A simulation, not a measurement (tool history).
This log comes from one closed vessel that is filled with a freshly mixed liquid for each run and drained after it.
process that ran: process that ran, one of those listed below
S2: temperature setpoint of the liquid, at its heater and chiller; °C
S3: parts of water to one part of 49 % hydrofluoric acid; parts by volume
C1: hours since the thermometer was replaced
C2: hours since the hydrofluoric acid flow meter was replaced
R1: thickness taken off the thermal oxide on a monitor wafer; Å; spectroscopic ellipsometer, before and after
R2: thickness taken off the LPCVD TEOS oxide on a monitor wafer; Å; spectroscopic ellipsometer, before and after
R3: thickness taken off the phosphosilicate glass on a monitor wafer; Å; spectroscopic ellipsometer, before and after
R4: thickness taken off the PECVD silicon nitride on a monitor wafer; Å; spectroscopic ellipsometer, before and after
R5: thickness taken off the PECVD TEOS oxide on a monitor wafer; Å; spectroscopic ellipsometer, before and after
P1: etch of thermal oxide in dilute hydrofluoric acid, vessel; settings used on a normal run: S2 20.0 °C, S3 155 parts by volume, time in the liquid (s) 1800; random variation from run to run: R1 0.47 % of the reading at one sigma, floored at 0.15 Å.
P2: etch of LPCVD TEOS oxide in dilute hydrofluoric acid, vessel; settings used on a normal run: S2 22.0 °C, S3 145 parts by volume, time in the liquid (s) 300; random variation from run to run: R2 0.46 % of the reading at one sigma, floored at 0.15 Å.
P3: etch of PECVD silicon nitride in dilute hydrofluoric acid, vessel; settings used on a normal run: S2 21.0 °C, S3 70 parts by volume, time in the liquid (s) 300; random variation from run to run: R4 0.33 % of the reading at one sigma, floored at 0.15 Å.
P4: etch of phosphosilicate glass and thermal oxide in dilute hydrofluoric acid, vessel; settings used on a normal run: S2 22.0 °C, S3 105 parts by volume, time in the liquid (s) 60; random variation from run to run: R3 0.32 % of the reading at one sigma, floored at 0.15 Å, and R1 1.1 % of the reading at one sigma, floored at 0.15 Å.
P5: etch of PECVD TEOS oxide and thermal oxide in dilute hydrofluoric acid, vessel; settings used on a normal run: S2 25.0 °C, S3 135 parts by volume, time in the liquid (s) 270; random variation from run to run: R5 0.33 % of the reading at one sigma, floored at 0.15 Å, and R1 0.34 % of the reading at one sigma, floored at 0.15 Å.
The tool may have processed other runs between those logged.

{"run": 1, "hour": 4.0, "process that ran": "P1", "S2": 20.0, "S3": 155, "time in the liquid (s)": 1800, "C1": 1038.0, "C2": 820.5, "R1": 453.99}
{"run": 2, "hour": 7.7, "process that ran": "P1", "S2": 20.0, "S3": 155, "time in the liquid (s)": 420, "C1": 1041.7, "C2": 824.2, "R1": 105.54}
{"run": 3, "hour": 12.8, "process that ran": "P1", "S2": 20.0, "S3": 155, "time in the liquid (s)": 2845, "C1": 1046.8, "C2": 829.3, "R1": 709.12}
{"run": 4, "hour": 17.3, "process that ran": "P2", "S2": 22.0, "S3": 145, "time in the liquid (s)": 300, "C1": 1051.3, "C2": 833.8, "R2": 427.55}
{"run": 5, "hour": 22.5, "process that ran": "P1", "S2": 17.0, "S3": 70, "time in the liquid (s)": 1800, "C1": 1056.5, "C2": 839.0, "R1": 961.84}
{"run": 6, "hour": 25.8, "process that ran": "P4", "S2": 28.0, "S3": 105, "time in the liquid (s)": 60, "C1": 1059.8, "C2": 842.3, "R1": 31.191, "R3": 651.21}
{"run": 7, "hour": 29.2, "process that ran": "P2", "S2": 22.0, "S3": 240, "time in the liquid (s)": 300, "C1": 1063.2, "C2": 845.7, "R2": 232.64}
{"run": 8, "hour": 33.3, "process that ran": "P4", "S2": 22.0, "S3": 105, "time in the liquid (s)": 115, "C1": 1067.3, "C2": 849.8, "R1": 47.086, "R3": 990.11}
{"run": 9, "hour": 38.6, "process that ran": "P3", "S2": 21.0, "S3": 70, "time in the liquid (s)": 460, "C1": 1072.6, "C2": 855.1, "R4": 98.524}
{"run": 10, "hour": 42.7, "process that ran": "P1", "S2": 20.0, "S3": 55, "time in the liquid (s)": 1800, "C1": 1076.7, "C2": 859.2, "R1": 1427.6}
{"run": 11, "hour": 47.9, "process that ran": "P1", "S2": 17.0, "S3": 155, "time in the liquid (s)": 1800, "C1": 1081.9, "C2": 864.4, "R1": 396.47}
{"run": 12, "hour": 51.7, "process that ran": "P5", "S2": 25.0, "S3": 135, "time in the liquid (s)": 525, "C1": 1085.7, "C2": 868.2, "R1": 164.7, "R5": 721.44}
{"run": 13, "hour": 57.6, "process that ran": "P1", "S2": 20.0, "S3": 215, "time in the liquid (s)": 1800, "C1": 1091.6, "C2": 874.1, "R1": 303.79}
{"run": 14, "hour": 60.5, "process that ran": "P1", "S2": 20.0, "S3": 155, "time in the liquid (s)": 1800, "C1": 1094.5, "C2": 877.0, "R1": 451.9}
{"run": 15, "hour": 64.5, "process that ran": "P1", "S2": 20.0, "S3": 155, "time in the liquid (s)": 1800, "C1": 1098.5, "C2": 881.0, "R1": 450.8}
{"run": 16, "hour": 68.2, "process that ran": "P3", "S2": 17.0, "S3": 70, "time in the liquid (s)": 300, "C1": 1102.2, "C2": 884.7, "R4": 48.824}
{"run": 17, "hour": 70.9, "process that ran": "P1", "S2": 20.0, "S3": 155, "time in the liquid (s)": 1800, "C1": 1104.9, "C2": 887.4, "R1": 451.1}
{"run": 18, "hour": 74.8, "process that ran": "P4", "S2": 22.0, "S3": 40, "time in the liquid (s)": 60, "C1": 1108.8, "C2": 891.3, "R1": 69.041, "R3": 1466.0}
{"run": 19, "hour": 80.3, "process that ran": "P5", "S2": 25.0, "S3": 220, "time in the liquid (s)": 270, "C1": 1114.3, "C2": 896.8, "R1": 47.894, "R5": 206.58}
{"run": 20, "hour": 83.1, "process that ran": "P1", "S2": 24.5, "S3": 155, "time in the liquid (s)": 1800, "C1": 1117.1, "C2": 899.6, "R1": 538.65}
{"run": 21, "hour": 86.3, "process that ran": "P3", "S2": 21.0, "S3": 105, "time in the liquid (s)": 300, "C1": 1120.3, "C2": 902.8, "R4": 43.662}
{"run": 22, "hour": 90.6, "process that ran": "P4", "S2": 22.0, "S3": 105, "time in the liquid (s)": 60, "C1": 1124.6, "C2": 907.1, "R1": 24.193, "R3": 518.89}
{"run": 23, "hour": 94.1, "process that ran": "P3", "S2": 21.0, "S3": 70, "time in the liquid (s)": 300, "C1": 1128.1, "C2": 910.6, "R4": 64.28}
{"run": 24, "hour": 98.1, "process that ran": "P5", "S2": 25.0, "S3": 135, "time in the liquid (s)": 270, "C1": 1132.1, "C2": 914.6, "R1": 85.23, "R5": 373.54}
{"run": 25, "hour": 100.8, "process that ran": "P2", "S2": 22.0, "S3": 145, "time in the liquid (s)": 515, "C1": 1134.8, "C2": 917.3, "R2": 723.07}
{"run": 26, "hour": 104.0, "process that ran": "P5", "S2": 32.5, "S3": 135, "time in the liquid (s)": 270, "C1": 1138.0, "C2": 920.5, "R1": 112.73, "R5": 488.33}
{"run": 27, "hour": 106.8, "process that ran": "P4", "S2": 22.0, "S3": 105, "time in the liquid (s)": 60, "C1": 1140.8, "C2": 923.3, "R1": 24.984, "R3": 518.12}
{"run": 28, "hour": 109.4, "process that ran": "P2", "S2": 22.0, "S3": 145, "time in the liquid (s)": 300, "C1": 1143.4, "C2": 925.9, "R2": 426.84}
{"run": 29, "hour": 112.0, "process that ran": "P2", "S2": 30.0, "S3": 145, "time in the liquid (s)": 300, "C1": 1146.0, "C2": 928.5, "R2": 574.78}
{"run": 30, "hour": 116.7, "process that ran": "P1", "S2": 20.0, "S3": 155, "time in the liquid (s)": 1800, "C1": 1150.7, "C2": 933.2, "R1": 450.19}
{"run": 31, "hour": 121.8, "process that ran": "P1", "S2": 20.0, "S3": 155, "time in the liquid (s)": 1800, "C1": 1155.8, "C2": 938.3, "R1": 448.85}
{"run": 32, "hour": 124.6, "process that ran": "P5", "S2": 25.0, "S3": 135, "time in the liquid (s)": 270, "C1": 1158.6, "C2": 941.1, "R1": 85.753, "R5": 371.52}
{"run": 33, "hour": 128.8, "process that ran": "P1", "S2": 20.0, "S3": 155, "time in the liquid (s)": 1800, "C1": 1162.8, "C2": 945.3, "R1": 452.05}
{"run": 34, "hour": 133.9, "process that ran": "P1", "S2": 20.0, "S3": 155, "time in the liquid (s)": 1800, "C1": 1167.9, "C2": 950.4, "R1": 464.72}
{"run": 35, "hour": 136.8, "process that ran": "P1", "S2": 20.0, "S3": 155, "time in the liquid (s)": 1800, "C1": 1170.8, "C2": 953.3, "R1": 473.67}
{"run": 36, "hour": 139.6, "process that ran": "P1", "S2": 20.0, "S3": 155, "time in the liquid (s)": 1800, "C1": 1173.6, "C2": 956.1, "R1": 476.91}
{"run": 37, "hour": 143.4, "process that ran": "P1", "S2": 20.0, "S3": 155, "time in the liquid (s)": 1800, "C1": 1177.4, "C2": 959.9, "R1": 486.7}
{"run": 38, "hour": 148.1, "process that ran": "P1", "S2": 20.0, "S3": 155, "time in the liquid (s)": 1800, "C1": 1182.1, "C2": 964.6, "R1": 484.76}
{"run": 39, "hour": 152.3, "process that ran": "P1", "S2": 20.0, "S3": 155, "time in the liquid (s)": 1800, "C1": 1186.3, "C2": 968.8, "R1": 489.07}

What does the tool deliver on the next run?
{"run": 40, "hour": 155.5, "process that ran": "P1", "S2": 20.0, "S3": 155, "time in the liquid (s)": 1800, "C1": 1189.5, "C2": 972.0, "R1": "?"}

{"run 40": {"R1": 487.04}}
